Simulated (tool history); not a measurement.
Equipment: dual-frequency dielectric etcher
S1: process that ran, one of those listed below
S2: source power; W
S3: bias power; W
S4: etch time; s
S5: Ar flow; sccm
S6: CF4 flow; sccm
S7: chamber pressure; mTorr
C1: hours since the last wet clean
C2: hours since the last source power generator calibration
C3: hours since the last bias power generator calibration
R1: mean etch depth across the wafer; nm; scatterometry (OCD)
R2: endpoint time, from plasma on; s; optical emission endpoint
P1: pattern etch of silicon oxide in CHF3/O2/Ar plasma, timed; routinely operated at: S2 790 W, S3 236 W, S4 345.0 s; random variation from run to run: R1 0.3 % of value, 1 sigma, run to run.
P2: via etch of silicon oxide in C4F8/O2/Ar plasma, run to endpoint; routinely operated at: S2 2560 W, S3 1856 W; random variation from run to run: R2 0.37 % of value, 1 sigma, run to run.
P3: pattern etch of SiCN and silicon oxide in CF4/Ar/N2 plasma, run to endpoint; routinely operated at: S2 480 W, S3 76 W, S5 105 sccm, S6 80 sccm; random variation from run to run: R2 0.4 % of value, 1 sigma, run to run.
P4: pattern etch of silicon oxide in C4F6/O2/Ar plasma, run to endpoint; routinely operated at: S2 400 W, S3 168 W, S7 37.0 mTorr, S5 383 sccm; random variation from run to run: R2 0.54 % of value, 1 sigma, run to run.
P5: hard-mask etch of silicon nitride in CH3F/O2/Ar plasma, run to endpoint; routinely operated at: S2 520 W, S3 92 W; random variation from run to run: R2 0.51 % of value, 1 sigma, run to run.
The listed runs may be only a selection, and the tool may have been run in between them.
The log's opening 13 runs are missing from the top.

run    day  S1    S2    S3     S4   S5  S6    S7     C1     C2     C3       R1       R2
 14  3.483  P1   790   236  345.0                 242.6   41.6  606.7   852.23
 15  3.654  P5   520   124                        246.7   45.7  610.8            53.769
 16  3.896  P1   790   236  237.5                 252.5   51.5  616.6   588.63
 17  4.075  P4   300   168         383      37.0  256.8   55.8  620.9            14.400
 18  4.283  P1  1010   236  440.5                 261.8   60.8  625.9  1188.40
 19  4.642  P3   480    60         105  80        270.4   69.4  634.5            13.200
 20  4.821  P1   790   236  345.0                 274.7   73.7  638.8   848.88
 21  5.025  P3   480    76         105  80        279.6   78.6  643.7            12.134
 22  5.279  P1   790   315  345.0                 285.7   84.7  649.8   944.15
 23  5.596  P2  3610  1856                        293.3   92.3  657.4           189.380
 24  5.929  P1   790   236  445.0                 301.3  100.3  665.4  1099.30
 25  6.117  P1   790   236  345.0                 305.8  104.8  669.9   847.71
 26  6.467  P2  2560  1856                        314.2  113.2  678.3           217.960
 27  6.646  P4   400   168         269      37.0  318.5  117.5  682.6            12.473
 28  6.942  P1   570   236  345.0                 325.6  124.6  689.7   745.80
 29  7.238  P1   790   236  345.0                 332.7  131.7  696.8   850.20
 30  7.604  P1   790   236  345.0                 341.5  140.5  705.6   838.25
 31  7.912  P1   790   236  345.0                 348.9  147.9  713.0   833.93
 32  8.108  P1   790   236  345.0                 353.6  152.6  717.7   837.07
     8.304  -- wet clean of the chamber
 33  8.371  P1   790   236  345.0                   1.6  158.9  724.0   840.01
 34  8.683  P1   790   236  345.0                   9.1  166.4  731.5   838.72
 35  8.875  P1   790   236  345.0                  13.7  171.0  736.1   834.18
 36  9.092  P1   790   236  345.0                  18.9  176.2  741.3   838.28

The next listed run, before its measurement:
 37  9.321  P1  790  236  345.0              24.4  181.7  746.8   ?

{"run 37": {"R1": 833.06}}

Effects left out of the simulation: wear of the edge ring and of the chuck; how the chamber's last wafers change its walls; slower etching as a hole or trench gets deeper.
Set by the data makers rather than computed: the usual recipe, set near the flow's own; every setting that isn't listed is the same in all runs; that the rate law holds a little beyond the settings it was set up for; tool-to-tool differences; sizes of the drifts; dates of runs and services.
